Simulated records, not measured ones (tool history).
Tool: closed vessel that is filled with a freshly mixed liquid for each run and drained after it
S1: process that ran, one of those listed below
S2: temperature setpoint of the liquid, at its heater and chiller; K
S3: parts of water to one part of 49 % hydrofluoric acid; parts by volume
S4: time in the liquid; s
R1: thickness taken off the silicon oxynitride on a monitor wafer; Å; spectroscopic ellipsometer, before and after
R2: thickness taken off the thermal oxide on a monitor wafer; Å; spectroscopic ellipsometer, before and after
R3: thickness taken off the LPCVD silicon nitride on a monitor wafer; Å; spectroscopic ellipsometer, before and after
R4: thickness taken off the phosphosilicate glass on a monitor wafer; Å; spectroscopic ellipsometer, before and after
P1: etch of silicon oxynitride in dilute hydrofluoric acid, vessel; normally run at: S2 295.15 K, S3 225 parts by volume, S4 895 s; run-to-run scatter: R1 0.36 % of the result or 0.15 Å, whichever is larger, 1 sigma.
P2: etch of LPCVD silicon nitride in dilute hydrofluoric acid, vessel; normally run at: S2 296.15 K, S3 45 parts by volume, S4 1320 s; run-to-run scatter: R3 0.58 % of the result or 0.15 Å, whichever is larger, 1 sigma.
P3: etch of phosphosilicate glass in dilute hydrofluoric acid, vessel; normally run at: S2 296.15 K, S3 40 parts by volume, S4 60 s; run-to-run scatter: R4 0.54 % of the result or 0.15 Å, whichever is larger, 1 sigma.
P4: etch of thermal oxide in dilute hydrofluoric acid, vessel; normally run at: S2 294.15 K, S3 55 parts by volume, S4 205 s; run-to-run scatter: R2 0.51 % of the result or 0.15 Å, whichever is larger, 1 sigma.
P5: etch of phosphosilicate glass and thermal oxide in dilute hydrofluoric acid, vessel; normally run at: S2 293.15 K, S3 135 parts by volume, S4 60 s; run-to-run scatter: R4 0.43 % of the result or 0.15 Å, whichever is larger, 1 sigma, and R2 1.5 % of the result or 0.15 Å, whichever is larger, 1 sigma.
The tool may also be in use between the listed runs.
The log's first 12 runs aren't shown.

run	day	S1	S2	S3	S4	R1	R2	R3	R4
13	5.875	P4	290.15	55	205		144.76		
14	6.554	P4	294.15	20	205		488.89		
15	7.242	P1	295.15	225	150	13.223			
16	7.767	P5	293.15	135	110		30.9		711.97
17	8.329	P1	295.15	225	895	79.438			
18	8.829	P5	290.15	135	60		14.337		344.44
19	9.388	P1	295.15	395	895	40.48			
20	9.975	P2	296.15	25	1320			238.54	
21	10.4	P3	296.15	20	60				4385.8
22	10.742	P4	294.15	55	205		172.1		
23	11.221	P1	295.15	225	895	79.019			
24	11.829	P1	290.15	225	895	62.892			
25	12.133	P1	295.15	225	895	78.806			
26	12.633	P5	293.15	135	60		17.105		391

Run 27 comes next. What will it give?
27	13.146	P1	295.15	225	1485	?			

{"run 27": {"R1": 132.18}}

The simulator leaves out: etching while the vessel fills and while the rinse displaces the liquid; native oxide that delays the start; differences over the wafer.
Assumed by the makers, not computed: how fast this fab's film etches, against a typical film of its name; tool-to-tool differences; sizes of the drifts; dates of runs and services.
